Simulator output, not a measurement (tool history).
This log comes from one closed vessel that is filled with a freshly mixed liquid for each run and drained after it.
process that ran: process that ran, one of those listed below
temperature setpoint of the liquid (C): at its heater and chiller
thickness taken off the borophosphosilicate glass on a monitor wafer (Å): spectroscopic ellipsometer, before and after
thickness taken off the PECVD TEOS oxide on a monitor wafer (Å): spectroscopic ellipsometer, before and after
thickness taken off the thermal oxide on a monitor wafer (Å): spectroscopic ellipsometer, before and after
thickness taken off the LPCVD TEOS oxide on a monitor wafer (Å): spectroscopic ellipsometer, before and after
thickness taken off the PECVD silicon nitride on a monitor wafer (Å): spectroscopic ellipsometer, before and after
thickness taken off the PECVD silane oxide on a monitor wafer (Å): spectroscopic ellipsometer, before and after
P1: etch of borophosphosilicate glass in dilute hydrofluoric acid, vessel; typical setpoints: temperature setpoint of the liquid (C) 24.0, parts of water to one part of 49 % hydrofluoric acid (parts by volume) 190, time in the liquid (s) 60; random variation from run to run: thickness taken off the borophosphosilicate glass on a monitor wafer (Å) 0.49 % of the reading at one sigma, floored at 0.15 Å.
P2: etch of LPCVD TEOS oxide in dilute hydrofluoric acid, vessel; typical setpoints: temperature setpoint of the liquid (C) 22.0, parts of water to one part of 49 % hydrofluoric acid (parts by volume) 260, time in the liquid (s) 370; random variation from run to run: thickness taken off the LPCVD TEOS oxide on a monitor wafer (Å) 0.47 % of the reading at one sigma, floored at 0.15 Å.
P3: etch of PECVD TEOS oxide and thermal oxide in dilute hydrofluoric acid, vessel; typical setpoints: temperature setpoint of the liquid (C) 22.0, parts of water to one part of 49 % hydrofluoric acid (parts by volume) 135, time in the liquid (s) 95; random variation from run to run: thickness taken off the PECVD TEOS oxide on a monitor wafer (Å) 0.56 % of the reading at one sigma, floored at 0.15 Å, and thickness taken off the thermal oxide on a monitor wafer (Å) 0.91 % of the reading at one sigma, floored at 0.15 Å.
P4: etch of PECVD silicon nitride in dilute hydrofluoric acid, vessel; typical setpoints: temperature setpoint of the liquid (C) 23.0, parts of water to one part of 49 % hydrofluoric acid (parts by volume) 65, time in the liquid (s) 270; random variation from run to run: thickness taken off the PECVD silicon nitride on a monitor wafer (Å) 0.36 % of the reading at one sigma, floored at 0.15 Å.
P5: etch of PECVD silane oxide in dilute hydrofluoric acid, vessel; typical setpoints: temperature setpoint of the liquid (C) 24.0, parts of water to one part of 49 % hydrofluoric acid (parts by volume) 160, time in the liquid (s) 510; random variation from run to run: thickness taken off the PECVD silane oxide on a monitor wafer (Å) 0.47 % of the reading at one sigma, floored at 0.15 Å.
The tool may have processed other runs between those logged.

run	hour	process that ran	temperature setpoint of the liquid (C)	parts of water to one part of 49 % hydrofluoric acid (parts by volume)	time in the liquid (s)	hours since the thermometer was replaced	hours since the hydrofluoric acid flow meter was replaced	thickness taken off the borophosphosilicate glass on a monitor wafer (Å)	thickness taken off the PECVD TEOS oxide on a monitor wafer (Å)	thickness taken off the thermal oxide on a monitor wafer (Å)	thickness taken off the LPCVD TEOS oxide on a monitor wafer (Å)	thickness taken off the PECVD silicon nitride on a monitor wafer (Å)	thickness taken off the PECVD silane oxide on a monitor wafer (Å)
1	13.5	P1	24.0	190	60	920.3	332.7	121.210					
2	27.3	P3	22.0	135	145	934.1	346.5		105.970	43.752			
3	43.4	P2	22.0	260	140	950.2	362.6				105.75		
4	54.1	P3	28.5	135	95	960.9	373.3		88.133	37.080			
5	66.4	P4	30.0	65	270	973.2	385.6					203.40	
6	78.1	P2	17.0	260	370	984.9	397.3				232.46		
7	89.0	P2	22.0	465	370	995.8	408.2				130.54		
8	99.6	P1	24.0	190	30	1006.4	418.8	61.132					
9	112.1	P4	23.0	65	35	1018.9	431.3					16.48	
10	124.9	P1	24.0	190	60	1031.7	444.1	122.260					
11	133.2	P5	24.0	160	510	1040.0	452.4						472.61
12	144.4	P1	17.0	190	110	1051.2	463.6	170.710					
13	151.9	P1	17.0	190	60	1058.7	471.1	93.423					
14	161.3	P1	24.0	190	60	1068.1	480.5	121.990					
15	174.2	P1	30.0	190	60	1081.0	493.4	150.160					
16	183.9	P4	23.0	65	270	1090.7	503.1					127.59	
17	198.0	P5	24.0	265	510	1104.8	517.2						258.07
18	207.4	P1	24.0	190	60	1114.2	526.6	120.130					
19	217.6	P4	23.0	95	270	1124.4	536.8					88.12	
20	229.1	P5	24.0	160	1000	1135.9	548.3						933.45
21	246.2	P1	24.0	190	60	1153.0	565.4	121.480					
22	254.8	P2	22.0	260	370	1161.6	574.0				282.61		
# hour 267.5: hydrofluoric acid flow meter replaced
23	268.2	P3	22.0	135	95	1175.0	0.8		70.471	28.399			
24	282.4	P1	24.0	105	60	1189.2	15.0	243.370					
25	297.6	P1	24.0	320	60	1204.4	30.2	63.180					
26	312.4	P5	30.0	160	510	1219.2	45.0						592.77
27	323.9	P1	24.0	190	105	1230.7	56.5	213.080					
28	335.6	P5	24.0	160	510	1242.4	68.2						477.76
29	345.1	P3	22.0	30	95	1251.9	77.7		356.080	144.950			
30	352.8	P1	24.0	190	60	1259.6	85.4	121.960					
31	365.0	P1	24.0	190	60	1271.8	97.6	127.570					
32	375.6	P1	24.0	190	60	1282.4	108.2	129.840					
33	384.2	P1	24.0	190	60	1291.0	116.8	130.430					
34	392.2	P1	24.0	190	60	1299.0	124.8	131.000					
35	404.8	P1	24.0	190	60	1311.6	137.4	131.700					
36	416.7	P1	24.0	190	60	1323.5	149.3	132.940					
37	429.9	P1	24.0	190	60	1336.7	162.5	131.640					

The log shows P1 creeping away from where it was. Any of the 2 causes listed here, at the size stated for it, fits the log just as well as the others:
A: liquid hotter than its thermometer reads (K) = 2.36
B: hydrofluoric acid flow above the setpoint (%) = 7.45
At approximately hour 352.8, the process output began to creep.

Listed below are the offered check runs, one wafer per run, with question marks in place of results. For which of them would the causes give clearly different outcomes?
check 1	443.1	P3	22.0	135	95				?	?			
check 2	443.1	P5	24.0	160	510								?
check 3	443.1	P2	22.0	260	370						?		
check 4	443.1	P4	23.0	65	270							?	

What each check would give under each cause:
check	result	if A	if B
check 1	thickness taken off the PECVD TEOS oxide on a monitor wafer (Å)	76.427	75.699
check 1	thickness taken off the thermal oxide on a monitor wafer (Å)	31.166	30.869
check 2	thickness taken off the PECVD silane oxide on a monitor wafer (Å)	519.72	517.60
check 3	thickness taken off the LPCVD TEOS oxide on a monitor wafer (Å)	305.03	306.46
check 4	thickness taken off the PECVD silicon nitride on a monitor wafer (Å)	149.92	137.38
Separation of the two closest causes in each check, using whichever result separates them best: check 1 0.96 %; check 2 0.41 %; check 3 0.47 %; check 4 8.73 %
The causes can be told apart only by check 4. The other checks would give nearly the same results under each of them.

Running check 4 produced the following: thickness taken off the PECVD silicon nitride on a monitor wafer (Å) 148.87. Which one of the listed causes fits?

The correct cause is A, namely: liquid hotter than its thermometer reads (K).

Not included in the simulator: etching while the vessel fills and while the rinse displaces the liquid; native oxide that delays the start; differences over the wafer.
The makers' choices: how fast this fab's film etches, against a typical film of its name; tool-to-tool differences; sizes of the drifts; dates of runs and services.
